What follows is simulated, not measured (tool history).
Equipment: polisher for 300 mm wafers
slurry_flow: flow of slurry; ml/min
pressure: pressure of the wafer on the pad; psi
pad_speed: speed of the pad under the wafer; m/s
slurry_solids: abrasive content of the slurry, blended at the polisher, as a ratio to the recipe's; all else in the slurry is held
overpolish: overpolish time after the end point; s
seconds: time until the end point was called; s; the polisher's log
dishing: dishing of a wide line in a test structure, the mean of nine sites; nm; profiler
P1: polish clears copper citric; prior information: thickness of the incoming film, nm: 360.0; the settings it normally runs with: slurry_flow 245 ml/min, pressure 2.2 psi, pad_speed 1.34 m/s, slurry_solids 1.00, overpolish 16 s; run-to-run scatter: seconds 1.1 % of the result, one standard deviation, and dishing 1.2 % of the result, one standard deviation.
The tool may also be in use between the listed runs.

run	day	slurry_flow	pressure	pad_speed	slurry_solids	overpolish	wafers polished on this pad	hours since the slurry nozzle was cleaned	hours since the head pressure was calibrated	hours since the slurry blender was calibrated	seconds	dishing
1	0.288	245	2.2	1.34	1.00	16	1049	62.8	693.6	89.9	158.81	24.6390
2	0.604	245	2.2	1.34	1.00	16	1111	70.4	701.2	97.5	157.32	24.9960
3	0.912	245	2.9	1.34	1.00	16	1171	77.8	708.6	104.9	121.23	30.7600
4	1.217	245	2.2	1.34	1.00	16	1230	85.1	715.9	112.2	160.67	24.5510
5	1.371	245	1.5	1.34	0.80	16	1260	88.8	719.6	115.9	236.55	17.2910
6	1.688	245	2.2	1.34	1.00	16	1322	96.4	727.2	123.5	157.35	23.9490
7	1.958	245	2.2	1.34	1.00	29	1375	102.9	733.7	130.0	162.12	39.0670
8	2.279	245	2.2	1.34	1.00	16	1437	110.6	741.4	137.7	154.14	24.4240
9	2.425	145	1.1	1.34	1.00	16	1465	114.1	744.9	141.2	334.58	12.6870
10	2.667	245	1.4	1.34	1.00	16	1513	119.9	750.7	147.0	247.52	16.6100
11	2.979	245	2.2	2.02	1.00	16	1573	127.4	758.2	154.5	105.97	33.2550
12	3.258	245	2.2	1.34	1.00	16	1628	134.1	764.9	161.2	158.77	24.9670
13	3.529	245	2.2	1.96	1.30	16	1680	140.6	771.4	167.7	102.70	33.3530
14	3.733	245	2.2	1.34	1.35	16	1720	145.5	776.3	172.6	149.03	26.1410
15	4.042	245	2.2	1.34	1.00	5	1780	152.9	783.7	180.0	155.96	8.8581
16	4.321	245	2.2	1.34	1.00	16	1834	159.6	790.4	186.7	161.37	24.7140
17	4.529	245	2.2	0.78	1.00	16	1875	164.6	795.4	191.7	265.88	15.6360
18	4.679	145	2.2	1.34	1.00	16	1904	168.2	799.0	195.3	172.47	22.9470
19	4.821	310	2.2	1.34	1.00	16	1932	171.6	802.4	198.7	152.59	25.3370
20	5.071	245	2.2	1.34	0.70	16	1980	177.6	808.4	204.7	170.13	23.1200

What will run 21 give?
21	5.375	245	2.2	1.34	1.00	16	2040	184.9	815.7	212.0	?	?

{"run 21": {"seconds": 157.34, "dishing": 24.616}}
